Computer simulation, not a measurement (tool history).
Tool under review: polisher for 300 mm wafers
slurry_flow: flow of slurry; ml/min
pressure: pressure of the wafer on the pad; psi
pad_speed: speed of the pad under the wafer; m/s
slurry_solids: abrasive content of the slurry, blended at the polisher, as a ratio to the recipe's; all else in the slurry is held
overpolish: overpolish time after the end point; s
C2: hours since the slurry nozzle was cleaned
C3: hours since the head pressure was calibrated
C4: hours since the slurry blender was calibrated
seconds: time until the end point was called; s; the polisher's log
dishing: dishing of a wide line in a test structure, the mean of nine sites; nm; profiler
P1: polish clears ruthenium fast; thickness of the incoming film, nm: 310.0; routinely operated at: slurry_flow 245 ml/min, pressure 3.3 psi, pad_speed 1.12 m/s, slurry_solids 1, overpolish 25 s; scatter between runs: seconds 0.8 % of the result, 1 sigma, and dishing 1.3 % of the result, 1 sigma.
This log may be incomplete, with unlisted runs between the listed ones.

run 1 hour=4.4 | slurry_flow=245 pressure=3.3 pad_speed=1.12 slurry_solids=1 overpolish=25 | wafers_polished_on_this_pad=1011 C2=208.5 C3=418.9 C4=259 | seconds=66.75 dishing=31.492
run 2 hour=11.7 | slurry_flow=245 pressure=4.3 pad_speed=1.12 slurry_solids=1 overpolish=25 | wafers_polished_on_this_pad=1089 C2=215.8 C3=426.2 C4=266.3 | seconds=50.946 dishing=32.426
run 3 hour=16.9 | slurry_flow=245 pressure=3.3 pad_speed=1.12 slurry_solids=1 overpolish=25 | wafers_polished_on_this_pad=1145 C2=221 C3=431.4 C4=271.5 | seconds=66.06 dishing=31.682
run 4 hour=21.1 | slurry_flow=245 pressure=3.3 pad_speed=0.54 slurry_solids=1 overpolish=25 | wafers_polished_on_this_pad=1190 C2=225.2 C3=435.6 C4=275.7 | seconds=136.61 dishing=26.06
run 5 hour=28.3 | slurry_flow=350 pressure=3.3 pad_speed=1.12 slurry_solids=1 overpolish=25 | wafers_polished_on_this_pad=1268 C2=232.4 C3=442.8 C4=282.9 | seconds=64.296 dishing=32.368
run 6 hour=36.8 | slurry_flow=245 pressure=3.3 pad_speed=1.12 slurry_solids=1 overpolish=25 | wafers_polished_on_this_pad=1359 C2=240.9 C3=451.3 C4=291.4 | seconds=66.11 dishing=31.809
run 7 hour=42.9 | slurry_flow=245 pressure=3.3 pad_speed=1.12 slurry_solids=1 overpolish=25 | wafers_polished_on_this_pad=1425 C2=247 C3=457.4 C4=297.5 | seconds=66.039 dishing=32.202
-- hour=45.7 slurry nozzle cleaned
run 8 hour=51.3 | slurry_flow=245 pressure=3.3 pad_speed=1.54 slurry_solids=1 overpolish=25 | wafers_polished_on_this_pad=1515 C2=5.7 C3=465.8 C4=305.9 | seconds=48.119 dishing=32.613
run 9 hour=55.8 | slurry_flow=245 pressure=1.9 pad_speed=1.12 slurry_solids=1 overpolish=25 | wafers_polished_on_this_pad=1563 C2=10.2 C3=470.3 C4=310.4 | seconds=115.96 dishing=27.75
run 10 hour=63.7 | slurry_flow=245 pressure=3.3 pad_speed=1.12 slurry_solids=1 overpolish=41 | wafers_polished_on_this_pad=1648 C2=18.1 C3=478.2 C4=318.3 | seconds=66.917 dishing=32.699
run 11 hour=69.4 | slurry_flow=150 pressure=3.3 pad_speed=1.12 slurry_solids=1 overpolish=25 | wafers_polished_on_this_pad=1710 C2=23.8 C3=483.9 C4=324 | seconds=70.823 dishing=31.659
-- hour=76.5 head pressure recalibrated
run 12 hour=76.7 | slurry_flow=245 pressure=4.6 pad_speed=1.12 slurry_solids=0.8 overpolish=25 | wafers_polished_on_this_pad=1788 C2=31.1 C3=0.2 C4=331.3 | seconds=53.499 dishing=32.839
run 13 hour=81 | slurry_flow=245 pressure=3.3 pad_speed=1.12 slurry_solids=0.5 overpolish=25 | wafers_polished_on_this_pad=1834 C2=35.4 C3=4.5 C4=335.6 | seconds=96.424 dishing=29.183

Forecast run 14:
run 14 hour=89.5 | slurry_flow=245 pressure=3.3 pad_speed=1.12 slurry_solids=1 overpolish=8 | wafers_polished_on_this_pad=1926 C2=43.9 C3=13 C4=344.1 | seconds=? dishing=?

{"run 14": {"seconds": 66.301, "dishing": 21.293}}
